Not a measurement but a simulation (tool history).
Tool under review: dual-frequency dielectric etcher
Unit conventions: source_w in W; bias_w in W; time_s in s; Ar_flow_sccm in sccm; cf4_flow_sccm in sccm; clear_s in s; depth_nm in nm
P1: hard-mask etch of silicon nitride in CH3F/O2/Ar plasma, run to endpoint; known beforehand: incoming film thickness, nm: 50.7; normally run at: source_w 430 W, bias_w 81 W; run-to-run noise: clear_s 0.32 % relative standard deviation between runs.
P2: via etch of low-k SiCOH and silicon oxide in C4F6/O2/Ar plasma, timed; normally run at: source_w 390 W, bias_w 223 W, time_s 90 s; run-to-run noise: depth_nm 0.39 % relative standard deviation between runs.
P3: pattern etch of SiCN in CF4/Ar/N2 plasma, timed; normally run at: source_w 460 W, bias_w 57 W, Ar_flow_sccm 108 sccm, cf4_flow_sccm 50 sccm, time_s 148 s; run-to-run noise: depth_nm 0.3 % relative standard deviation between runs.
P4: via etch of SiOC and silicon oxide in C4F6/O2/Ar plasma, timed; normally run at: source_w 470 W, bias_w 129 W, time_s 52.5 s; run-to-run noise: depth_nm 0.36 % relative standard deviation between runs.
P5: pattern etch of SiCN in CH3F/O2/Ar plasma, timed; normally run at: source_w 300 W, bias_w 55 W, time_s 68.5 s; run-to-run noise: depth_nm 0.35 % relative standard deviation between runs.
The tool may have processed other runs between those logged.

run     day  process  source_w  bias_w  time_s  Ar_flow_sccm  cf4_flow_sccm  hours since the last wet clean  hours since the last source power generator calibration  hours since the last bias power generator calibration  clear_s  depth_nm
  1   0.571       P1       430      81                                                                233.5                                                   1608.1                                                 1564.7   68.602
  2   1.067       P2       390     223    49.5                                                        245.4                                                     1620                                                 1576.6             146.71
  3   1.517       P1       550      81                                                                256.2                                                   1630.8                                                 1587.4   62.886
  4   2.096       P2       530     223      90                                                        270.1                                                   1644.7                                                 1601.3             299.92
  5   2.529       P4       470     153    52.5                                                        280.5                                                   1655.1                                                 1611.7             57.409
  6   3.092       P2       390     223      90                                                          294                                                   1668.6                                                 1625.2             267.82
  7   3.658       P1       520      67                                                                307.6                                                   1682.2                                                 1638.8   68.284
  8   4.142       P1       350      81                                                                319.2                                                   1693.8                                                 1650.4   74.175
  9    4.55       P1       430      96                                                                  329                                                   1703.6                                                 1660.2   64.769
 10   5.146       P5       300      45    68.5                                                        343.3                                                   1717.9                                                 1674.5             18.905
 11   5.688       P5       360      55    68.5                                                        356.3                                                   1730.9                                                 1687.5             21.773
 12   6.088       P3       460      57   215.5           108             50                           365.9                                                   1740.5                                                 1697.1             166.23
 13   6.562       P1       430      81                                                                377.3                                                   1751.9                                                 1708.5   68.263
 14   7.071       P5       300      55    68.5                                                        389.5                                                   1764.1                                                 1720.7             20.296
 15   7.662       P2       390     141      90                                                        403.7                                                   1778.3                                                 1734.9             229.96
 16   8.017       P2       390     223      90                                                        412.2                                                   1786.8                                                 1743.4             268.67
 17   8.358       P1       430      81                                                                420.4                                                     1795                                                 1751.6   68.628
 18   8.712       P1       520      60                                                                428.9                                                   1803.5                                                 1760.1   70.593
 19   9.192       P3       460      57     148           108             50                           440.4                                                     1815                                                 1771.6             114.72
 20   9.688       P1       430      81                                                                452.3                                                   1826.9                                                 1783.5   68.713
 21  10.112       P3       460      57     148           108             37                           462.5                                                   1837.1                                                 1793.7             108.58
 22  10.692       P5       300      55    42.5                                                        476.4                                                     1851                                                 1807.6             12.578
 23  11.079       P4       470     129    52.5                                                        485.7                                                   1860.3                                                 1816.9             54.466
 24  11.675       P1       430      81                                                                  500                                                   1874.6                                                 1831.2   68.815
 25  12.162       P1       570      54                                                                511.7                                                   1886.3                                                 1842.9   70.586
 26  12.812       P3       650      57     148           108             50                           527.3                                                   1901.9                                                 1858.5             154.72
 27  13.129       P3       460      40     148           108             50                           534.9                                                   1909.5                                                 1866.1             101.55
 28    13.5       P1       430      51                                                                543.8                                                   1918.4                                                   1875   80.354
 29  14.046       P3       460      57     148           136             50                           556.9                                                   1931.5                                                 1888.1             109.78
 30  14.462       P4       470     129      31                                                        566.9                                                   1941.5                                                 1898.1             32.275
 31  14.792       P4       270     129    52.5                                                        574.8                                                   1949.4                                                   1906             43.945
 32  15.192       P1       430      81                                                                584.4                                                     1959                                                 1915.6   68.755
 33  15.742       P5       300      55    68.5                                                        597.6                                                   1972.2                                                 1928.8             20.321
 34  16.279       P1       430      81                                                                610.5                                                   1985.1                                                 1941.7   68.392
 35  16.925       P1       430      81                                                                  626                                                   2000.6                                                 1957.2   68.609

The next listed run, before its measurement:
 36  17.304       P1       430      81                                                                635.1                                                   2009.7                                                 1966.3        ?

{"run 36": {"clear_s": 68.804}}
